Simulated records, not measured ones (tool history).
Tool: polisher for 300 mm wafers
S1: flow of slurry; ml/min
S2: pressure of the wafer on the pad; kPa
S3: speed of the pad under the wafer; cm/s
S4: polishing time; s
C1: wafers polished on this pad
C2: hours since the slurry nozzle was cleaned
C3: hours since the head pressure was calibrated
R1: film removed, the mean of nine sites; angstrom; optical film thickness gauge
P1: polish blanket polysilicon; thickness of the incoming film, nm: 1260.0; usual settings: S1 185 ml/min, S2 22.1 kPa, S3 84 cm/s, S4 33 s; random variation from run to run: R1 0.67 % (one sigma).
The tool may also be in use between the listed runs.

run   hour   S1    S2   S3  S4    C1     C2     C3      R1
  1    6.3  185  22.1   84  33   876  211.3  140.5  3062.8
  2   12.8  185  22.1   84  33   965  217.8  147.0  3076.0
  3   18.2  285  22.1   84  33  1038  223.2  152.4  3174.1
  4   26.0  185  22.1   84  33  1145  231.0  160.2  3057.4
  5   30.4  185  22.1   84  22  1205  235.4  164.6  2024.8
  6   38.9  185  22.1  130  23  1321  243.9  173.1  3243.9
  7   43.9  185  22.1   84  47  1389  248.9  178.1  4292.2
  8   51.8  280  30.3   84  33  1497  256.8  186.0  4373.8
  9   58.9  185  22.1   84  33  1594  263.9  193.1  3041.4
 10   63.4  185  22.1   84  33  1656  268.4  197.6  3078.8
 11   70.1  185  22.1   84  33  1747  275.1  204.3  3057.9
 12   78.3  185  13.1   84  33  1859  283.3  212.5  1809.0
 13   84.9  185  31.7   84  33  1949  289.9  219.1  4405.1
 14   91.7  185  22.1  114  33  2042  296.7  225.9  4114.3
 15  101.2  110  22.1   84  33  2172  306.2  235.4  2769.5
 16  109.1  185  22.1   38  33  2280  314.1  243.3  1355.8
 17  115.8  185  22.1   84  33  2371  320.8  250.0  3045.1
 18  123.4  185  22.1   84  33  2475  328.4  257.6  3040.6
 19  130.7  185  22.1   84  33  2575  335.7  264.9  2900.8

Forecast run 20:
 20  134.9  185  22.1  84  33  2632  339.9  269.1   ?

Run 20 gave R1 2890.1 angstrom.
